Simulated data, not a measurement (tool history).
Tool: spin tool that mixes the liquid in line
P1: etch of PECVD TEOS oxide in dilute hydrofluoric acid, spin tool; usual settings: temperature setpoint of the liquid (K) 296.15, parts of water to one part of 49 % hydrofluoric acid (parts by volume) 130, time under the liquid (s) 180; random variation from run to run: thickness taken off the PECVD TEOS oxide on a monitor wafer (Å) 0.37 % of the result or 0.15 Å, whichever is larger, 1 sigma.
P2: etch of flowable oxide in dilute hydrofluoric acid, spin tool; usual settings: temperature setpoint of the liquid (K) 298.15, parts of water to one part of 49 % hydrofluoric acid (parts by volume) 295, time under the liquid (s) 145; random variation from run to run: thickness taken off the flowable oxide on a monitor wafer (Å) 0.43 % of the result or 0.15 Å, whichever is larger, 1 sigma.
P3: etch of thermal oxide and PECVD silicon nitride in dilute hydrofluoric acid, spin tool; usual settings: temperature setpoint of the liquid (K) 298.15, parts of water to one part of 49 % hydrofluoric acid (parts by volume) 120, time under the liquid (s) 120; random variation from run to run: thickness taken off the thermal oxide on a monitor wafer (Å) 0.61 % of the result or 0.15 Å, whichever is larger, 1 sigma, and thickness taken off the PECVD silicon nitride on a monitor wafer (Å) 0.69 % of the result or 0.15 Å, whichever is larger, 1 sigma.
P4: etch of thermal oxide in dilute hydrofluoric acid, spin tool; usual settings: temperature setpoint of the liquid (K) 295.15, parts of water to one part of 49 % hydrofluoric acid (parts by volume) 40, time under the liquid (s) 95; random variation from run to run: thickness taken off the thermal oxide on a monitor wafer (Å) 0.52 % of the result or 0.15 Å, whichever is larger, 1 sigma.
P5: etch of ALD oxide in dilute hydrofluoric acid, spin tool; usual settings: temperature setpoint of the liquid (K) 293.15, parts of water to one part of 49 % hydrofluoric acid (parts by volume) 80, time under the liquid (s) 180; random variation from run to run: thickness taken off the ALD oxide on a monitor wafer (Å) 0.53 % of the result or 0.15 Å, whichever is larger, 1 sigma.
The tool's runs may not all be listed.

| run | hour | process that ran | temperature setpoint of the liquid (K) | parts of water to one part of 49 % hydrofluoric acid (parts by volume) | time under the liquid (s) | hours since the thermometer was replaced | hours since the hydrofluoric acid flow meter was replaced | thickness taken off the PECVD TEOS oxide on a monitor wafer (Å) | thickness taken off the flowable oxide on a monitor wafer (Å) | thickness taken off the ALD oxide on a monitor wafer (Å) | thickness taken off the thermal oxide on a monitor wafer (Å) | thickness taken off the PECVD silicon nitride on a monitor wafer (Å) |
|---|---|---|---|---|---|---|---|---|---|---|---|---|
| 1 | 11.8 | P1 | 296.15 | 130 | 180 | 835.1 | 916 | 236.28 |  |  |  |  |
| 2 | 18 | P2 | 298.15 | 295 | 145 | 841.3 | 922.2 |  | 161.2 |  |  |  |
| 3 | 24.1 | P5 | 299.65 | 80 | 180 | 847.4 | 928.3 |  |  | 339.96 |  |  |
| 4 | 30.9 | P2 | 290.15 | 295 | 145 | 854.2 | 935.1 |  | 121.05 |  |  |  |
| 5 | 40.5 | P1 | 296.15 | 50 | 180 | 863.8 | 944.7 | 681.25 |  |  |  |  |
| 6 | 50.5 | P5 | 293.15 | 80 | 15 | 873.8 | 954.7 |  |  | 22.02 |  |  |
| 7 | 56.8 | P5 | 293.15 | 80 | 180 | 880.1 | 961 |  |  | 260.28 |  |  |
| 8 | 66.8 | P2 | 298.15 | 295 | 145 | 890.1 | 971 |  | 161.31 |  |  |  |
| 9 | 75.3 | P1 | 296.15 | 130 | 180 | 898.6 | 979.5 | 233.04 |  |  |  |  |
| 10 | 83.5 | P3 | 298.15 | 120 | 120 | 906.8 | 987.7 |  |  |  | 45.479 | 31.175 |
| 11 | 88.8 | P1 | 296.15 | 185 | 180 | 912.1 | 993 | 154.7 |  |  |  |  |
| 12 | 98.5 | P3 | 298.15 | 120 | 225 | 921.8 | 1002.7 |  |  |  | 85.742 | 58.355 |
| 13 | 105.5 | P1 | 296.15 | 130 | 180 | 928.8 | 1009.7 | 236.04 |  |  |  |  |
| 14 | 115.7 | P1 | 291.65 | 130 | 180 | 939 | 1019.9 | 196.81 |  |  |  |  |
| 15 | 125.3 | P1 | 296.15 | 130 | 305 | 948.6 | 1029.5 | 401.14 |  |  |  |  |
| 16 | 134.1 | P1 | 296.15 | 130 | 180 | 957.4 | 1038.3 | 235.89 |  |  |  |  |
| 17 | 142.1 | P3 | 298.15 | 120 | 120 | 965.4 | 1046.3 |  |  |  | 45.31 | 31.451 |
| 18 | 149.5 | P2 | 298.15 | 295 | 15 | 972.8 | 1053.7 |  | 17.039 |  |  |  |
| 19 | 156 | P1 | 296.15 | 130 | 180 | 979.3 | 1060.2 | 234.86 |  |  |  |  |
| 20 | 163.5 | P1 | 296.15 | 130 | 40 | 986.8 | 1067.7 | 52.065 |  |  |  |  |
| 21 | 170.5 | P4 | 295.15 | 40 | 95 | 993.8 | 1074.7 |  |  |  | 112.1 |  |
| 22 | 176.2 | P4 | 303.15 | 40 | 95 | 999.5 | 1080.4 |  |  |  | 155.79 |  |
| 23 | 186.1 | P1 | 296.15 | 130 | 180 | 1009.4 | 1090.3 | 235.76 |  |  |  |  |
| 24 | 192.3 | P2 | 298.15 | 135 | 145 | 1015.6 | 1096.5 |  | 421.83 |  |  |  |
| 25 | 201.7 | P4 | 295.15 | 40 | 15 | 1025 | 1105.9 |  |  |  | 17.618 |  |

Forecast run 26:
| 26 | 210.7 | P1 | 296.15 | 225 | 350 | 1034 | 1114.9 | ? |  |  |  |  |

thickness taken off the PECVD TEOS oxide on a monitor wafer (Å): 238.27
